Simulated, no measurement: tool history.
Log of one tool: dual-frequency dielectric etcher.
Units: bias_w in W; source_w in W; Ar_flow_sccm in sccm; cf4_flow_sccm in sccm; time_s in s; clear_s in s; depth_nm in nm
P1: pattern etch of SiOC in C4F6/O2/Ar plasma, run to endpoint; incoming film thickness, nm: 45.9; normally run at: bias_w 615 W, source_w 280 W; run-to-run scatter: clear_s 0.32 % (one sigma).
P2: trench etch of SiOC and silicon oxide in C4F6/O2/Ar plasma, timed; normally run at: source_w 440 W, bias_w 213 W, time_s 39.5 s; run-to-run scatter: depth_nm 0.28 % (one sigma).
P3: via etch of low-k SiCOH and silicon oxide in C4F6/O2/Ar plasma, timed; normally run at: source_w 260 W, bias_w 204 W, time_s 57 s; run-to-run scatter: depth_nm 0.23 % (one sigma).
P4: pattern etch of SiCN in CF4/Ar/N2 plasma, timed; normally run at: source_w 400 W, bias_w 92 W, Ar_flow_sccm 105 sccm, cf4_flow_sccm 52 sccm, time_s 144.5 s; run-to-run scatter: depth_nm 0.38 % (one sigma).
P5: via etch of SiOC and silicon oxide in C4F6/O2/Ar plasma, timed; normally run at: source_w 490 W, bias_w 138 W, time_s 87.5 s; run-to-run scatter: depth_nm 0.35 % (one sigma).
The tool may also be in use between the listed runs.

run,hour,process,bias_w,source_w,Ar_flow_sccm,cf4_flow_sccm,time_s,hours since the last wet clean,hours since the last bias power generator calibration,hours since the last source power generator calibration,clear_s,depth_nm
1,4.9,P1,615,280,,,,274.8,1594.4,2816.4,15.971,
2,10,P4,92,400,105,52,80.5,279.9,1599.5,2821.5,,67.335
3,15.7,P1,615,280,,,,285.6,1605.2,2827.2,16.032,
4,22.2,P5,138,490,,,87.5,292.1,1611.7,2833.7,,99.949
5,25.3,P2,213,440,,,39.5,295.2,1614.8,2836.8,,88.871
6,31.6,P1,615,280,,,,301.5,1621.1,2843.1,16.014,
7,35.1,P2,213,610,,,39.5,305,1624.6,2846.6,,101.44
8,40.8,P5,138,310,,,87.5,310.7,1630.3,2852.3,,82.789
9,44.8,P4,92,400,105,52,144.5,314.7,1634.3,2856.3,,121.08
10,48.7,P3,204,210,,,57,318.6,1638.2,2860.2,,127.69
11,53.8,P4,92,530,105,52,144.5,323.7,1643.3,2865.3,,153.96
12,59.9,P1,615,370,,,,329.8,1649.4,2871.4,14.388,
13,63.1,P3,204,260,,,80.5,333,1652.6,2874.6,,194.65
14,67.8,P1,734,280,,,,337.7,1657.3,2879.3,14.924,
15,70.9,P4,92,400,131,52,144.5,340.8,1660.4,2882.4,,116.87
16,76.9,P4,92,400,105,68,144.5,346.8,1666.4,2888.4,,125.83
17,80.1,P3,255,260,,,57,350,1669.6,2891.6,,149.08
18,86.9,P4,92,400,105,52,144.5,356.8,1676.4,2898.4,,121.49
19,93.2,P1,615,280,,,,363.1,1682.7,2904.7,15.975,
20,96.2,P1,615,220,,,,366.1,1685.7,2907.7,17.396,
21,100.7,P5,138,490,,,108,370.6,1690.2,2912.2,,122.6
22,104.3,P5,138,490,,,87.5,374.2,1693.8,2915.8,,100.04
23,109,P4,128,400,105,52,144.5,378.9,1698.5,2920.5,,137.59
24,112.8,P3,204,260,,,57,382.7,1702.3,2924.3,,139.25
25,119.2,P3,204,260,,,57,389.1,1708.7,2930.7,,138.89
26,126,P5,101,490,,,87.5,395.9,1715.5,2937.5,,90.556
27,130.3,P1,615,280,,,,400.2,1719.8,2941.8,15.974,
28,136.3,P1,394,280,,,,406.2,1725.8,2947.8,18.953,
29,141.1,P1,761,340,,,,411,1730.6,2952.6,13.674,
30,145.9,P2,213,440,,,56,415.8,1735.4,2957.4,,125.93
31,149.6,P2,171,440,,,39.5,419.5,1739.1,2961.1,,82.994
32,154,P1,615,280,,,,423.9,1743.5,2965.5,16,
33,159.3,P1,615,280,,,,429.2,1748.8,2970.8,16.085,
34,165.3,P1,615,280,,,,435.2,1754.8,2976.8,16.179,
35,169.5,P1,615,280,,,,439.4,1759,2981,16.266,
36,173.7,P1,615,280,,,,443.6,1763.2,2985.2,16.221,
37,178.6,P1,615,280,,,,448.5,1768.1,2990.1,16.225,
38,182.8,P1,615,280,,,,452.7,1772.3,2994.3,16.279,
# hour 184.7: wet clean of the chamber
39,188.7,P1,615,280,,,,4.1,1778.2,3000.2,16.225,
40,192.7,P1,615,280,,,,8.1,1782.2,3004.2,16.274,
41,199.1,P1,615,280,,,,14.5,1788.6,3010.6,16.264,
42,202.5,P1,615,280,,,,17.9,1792,3014,16.284,
43,206.1,P1,615,280,,,,21.5,1795.6,3017.6,16.207,

What P1 gives has crept away from where it was. These 2 causes fit the log equally well, each at the size given:
A: bias power that arrives under what is set, % = 4.06
B: source power that arrives under what is set, % = 4.34
The creep began at about hour 154.
Why every other cause is out:
chamber walls in a state that lowers the etch rate, %: serviced at hour 184.7, which brought nothing back

4 check runs are offered, each on 2 wafers whose results are averaged, their results left as question marks. Which one tells the causes apart?
check 1,209.7,P2,174,440,,,46.5,,,,,?
check 2,209.7,P3,252,260,,,77,,,,,?
check 3,209.7,P5,105,390,,,87.5,,,,,?
check 4,209.7,P4,92,400,128,52,88.5,,,,,?

What each check would give under each cause:
check,result,if A,if B
check 1,depth_nm,96.989,96.557
check 2,depth_nm,198.2,197.72
check 3,depth_nm,82.882,82.382
check 4,depth_nm,70.809,69.277
How far apart the two closest causes lie, in the result that separates them most: check 1 0.45 %; check 2 0.25 %; check 3 0.6 %; check 4 2.19 %
Only check 4 tells the causes apart: in the others they would give nearly the same result.

Check 4 was then run and gave: depth_nm 69.419 nm. Which cause is it?

It is B: source power that arrives under what is set, %.
